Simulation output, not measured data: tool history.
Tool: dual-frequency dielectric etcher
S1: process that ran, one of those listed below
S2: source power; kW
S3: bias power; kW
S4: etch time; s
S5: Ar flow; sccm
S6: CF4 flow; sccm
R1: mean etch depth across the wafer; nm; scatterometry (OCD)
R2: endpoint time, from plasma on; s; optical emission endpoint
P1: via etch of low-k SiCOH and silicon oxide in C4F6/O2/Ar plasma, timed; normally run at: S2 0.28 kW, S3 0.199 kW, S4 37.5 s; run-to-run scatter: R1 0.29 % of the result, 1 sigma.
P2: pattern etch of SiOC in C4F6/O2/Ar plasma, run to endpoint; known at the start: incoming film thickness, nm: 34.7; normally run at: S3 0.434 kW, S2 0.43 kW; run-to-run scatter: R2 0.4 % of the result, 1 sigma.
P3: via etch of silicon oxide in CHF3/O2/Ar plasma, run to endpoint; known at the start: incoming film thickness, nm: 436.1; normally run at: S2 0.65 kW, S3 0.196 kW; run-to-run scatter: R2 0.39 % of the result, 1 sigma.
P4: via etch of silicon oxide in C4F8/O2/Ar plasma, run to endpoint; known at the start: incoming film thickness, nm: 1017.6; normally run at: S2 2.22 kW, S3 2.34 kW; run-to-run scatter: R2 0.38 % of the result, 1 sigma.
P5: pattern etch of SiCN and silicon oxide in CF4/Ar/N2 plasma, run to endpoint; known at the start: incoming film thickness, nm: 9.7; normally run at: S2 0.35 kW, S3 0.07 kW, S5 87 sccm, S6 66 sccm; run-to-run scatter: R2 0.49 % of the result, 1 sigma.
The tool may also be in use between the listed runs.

{"run": 1, "hour": 3.7, "S1": "P1", "S2": 0.28, "S3": 0.199, "S4": 37.5, "R1": 89.253}
{"run": 2, "hour": 7.1, "S1": "P1", "S2": 0.28, "S3": 0.199, "S4": 37.5, "R1": 89.516}
{"run": 3, "hour": 10.6, "S1": "P4", "S2": 2.22, "S3": 1.567, "R2": 204.67}
{"run": 4, "hour": 16.7, "S1": "P1", "S2": 0.28, "S3": 0.131, "S4": 37.5, "R1": 78.382}
{"run": 5, "hour": 19.9, "S1": "P1", "S2": 0.28, "S3": 0.199, "S4": 37.5, "R1": 89.544}
{"run": 6, "hour": 22.6, "S1": "P4", "S2": 2.8, "S3": 2.34, "R2": 166.16}
{"run": 7, "hour": 28.7, "S1": "P3", "S2": 0.65, "S3": 0.196, "R2": 203.88}
{"run": 8, "hour": 33.6, "S1": "P1", "S2": 0.28, "S3": 0.199, "S4": 48.5, "R1": 115.92}
{"run": 9, "hour": 37.9, "S1": "P1", "S2": 0.28, "S3": 0.199, "S4": 26, "R1": 62.201}
{"run": 10, "hour": 41.9, "S1": "P5", "S2": 0.35, "S3": 0.07, "S5": 107, "S6": 66, "R2": 14.031}
{"run": 11, "hour": 48.1, "S1": "P2", "S2": 0.32, "S3": 0.434, "R2": 13.195}
{"run": 12, "hour": 53.6, "S1": "P1", "S2": 0.23, "S3": 0.159, "S4": 37.5, "R1": 77.207}
{"run": 13, "hour": 59.4, "S1": "P5", "S2": 0.35, "S3": 0.07, "S5": 87, "S6": 43, "R2": 14.454}
{"run": 14, "hour": 62.4, "S1": "P2", "S2": 0.43, "S3": 0.434, "R2": 11.893}
{"run": 15, "hour": 66.0, "S1": "P4", "S2": 2.22, "S3": 2.34, "R2": 182.22}
{"run": 16, "hour": 69.3, "S1": "P3", "S2": 0.78, "S3": 0.196, "R2": 191.41}
{"run": 17, "hour": 73.3, "S1": "P1", "S2": 0.21, "S3": 0.199, "S4": 23, "R1": 49.172}
{"run": 18, "hour": 79.0, "S1": "P1", "S2": 0.28, "S3": 0.246, "S4": 37.5, "R1": 95.906}
{"run": 19, "hour": 84.6, "S1": "P1", "S2": 0.28, "S3": 0.199, "S4": 37.5, "R1": 89.327}
{"run": 20, "hour": 87.7, "S1": "P5", "S2": 0.35, "S3": 0.07, "S5": 87, "S6": 66, "R2": 13.712}
{"run": 21, "hour": 93.9, "S1": "P1", "S2": 0.28, "S3": 0.199, "S4": 37.5, "R1": 89.681}
{"run": 22, "hour": 99.7, "S1": "P1", "S2": 0.36, "S3": 0.199, "S4": 37.5, "R1": 98.836}
{"run": 23, "hour": 103.9, "S1": "P2", "S2": 0.43, "S3": 0.543, "R2": 10.855}
{"run": 24, "hour": 109.9, "S1": "P3", "S2": 0.65, "S3": 0.24, "R2": 190.69}
{"run": 25, "hour": 113.5, "S1": "P1", "S2": 0.18, "S3": 0.199, "S4": 37.5, "R1": 75.615}
{"run": 26, "hour": 117.4, "S1": "P1", "S2": 0.28, "S3": 0.199, "S4": 37.5, "R1": 89.108}
{"run": 27, "hour": 120.5, "S1": "P1", "S2": 0.28, "S3": 0.199, "S4": 37.5, "R1": 89.752}
{"run": 28, "hour": 123.5, "S1": "P5", "S2": 0.23, "S3": 0.07, "S5": 87, "S6": 66, "R2": 19.769}
{"run": 29, "hour": 126.3, "S1": "P5", "S2": 0.35, "S3": 0.093, "S5": 87, "S6": 66, "R2": 12.462}
{"run": 30, "hour": 130.2, "S1": "P1", "S2": 0.28, "S3": 0.199, "S4": 37.5, "R1": 89.692}
{"run": 31, "hour": 134.9, "S1": "P1", "S2": 0.28, "S3": 0.199, "S4": 37.5, "R1": 89.33}
{"hour": 139.5, "done": "wet clean of the chamber"}
{"run": 32, "hour": 140.1, "S1": "P1", "S2": 0.28, "S3": 0.199, "S4": 37.5, "R1": 88.236}
{"run": 33, "hour": 143.9, "S1": "P1", "S2": 0.28, "S3": 0.199, "S4": 37.5, "R1": 88.409}
{"run": 34, "hour": 146.9, "S1": "P1", "S2": 0.28, "S3": 0.199, "S4": 37.5, "R1": 87.903}
{"run": 35, "hour": 150.8, "S1": "P1", "S2": 0.28, "S3": 0.199, "S4": 37.5, "R1": 88.521}
{"run": 36, "hour": 155.6, "S1": "P1", "S2": 0.28, "S3": 0.199, "S4": 37.5, "R1": 88.194}

What P1 gives has crept away from where it was. These 2 causes fit the log equally well, each at the size given:
A: bias power that arrives under what is set, % = 4.7
B: source power that arrives under what is set, % = 4.04
The creep began at about hour 130.2.
Why every other cause is out:
chamber walls in a state that lowers the etch rate, %: serviced at hour 139.5, which brought nothing back

4 check runs are offered, each on 3 wafers whose results are averaged, their results left as question marks. Which one tells the causes apart?
{"run": "check 1", "hour": 160.4, "S1": "P3", "S2": 0.65, "S3": 0.196, "R2": "?"}
{"run": "check 2", "hour": 160.4, "S1": "P4", "S2": 2.22, "S3": 2.34, "R2": "?"}
{"run": "check 3", "hour": 160.4, "S1": "P5", "S2": 0.35, "S3": 0.07, "S5": 87, "S6": 66, "R2": "?"}
{"run": "check 4", "hour": 160.4, "S1": "P2", "S2": 0.43, "S3": 0.434, "R2": "?"}

What each check would give under each cause:
check=check_1 result=R2 if_A=207.59 if_B=207.47
check=check_2 result=R2 if_A=184.37 if_B=184.8
check=check_3 result=R2 if_A=13.937 if_B=14.222
check=check_4 result=R2 if_A=12.103 if_B=12.077
How far apart the two closest causes lie, in the result that separates them most: check 1 0.06 %; check 2 0.23 %; check 3 2.02 %; check 4 0.21 %
Only check 3 tells the causes apart: in the others they would give nearly the same result.

Check 3 was then run and gave: R2 14.207 s. Which cause is it?

It is B: source power that arrives under what is set, %.

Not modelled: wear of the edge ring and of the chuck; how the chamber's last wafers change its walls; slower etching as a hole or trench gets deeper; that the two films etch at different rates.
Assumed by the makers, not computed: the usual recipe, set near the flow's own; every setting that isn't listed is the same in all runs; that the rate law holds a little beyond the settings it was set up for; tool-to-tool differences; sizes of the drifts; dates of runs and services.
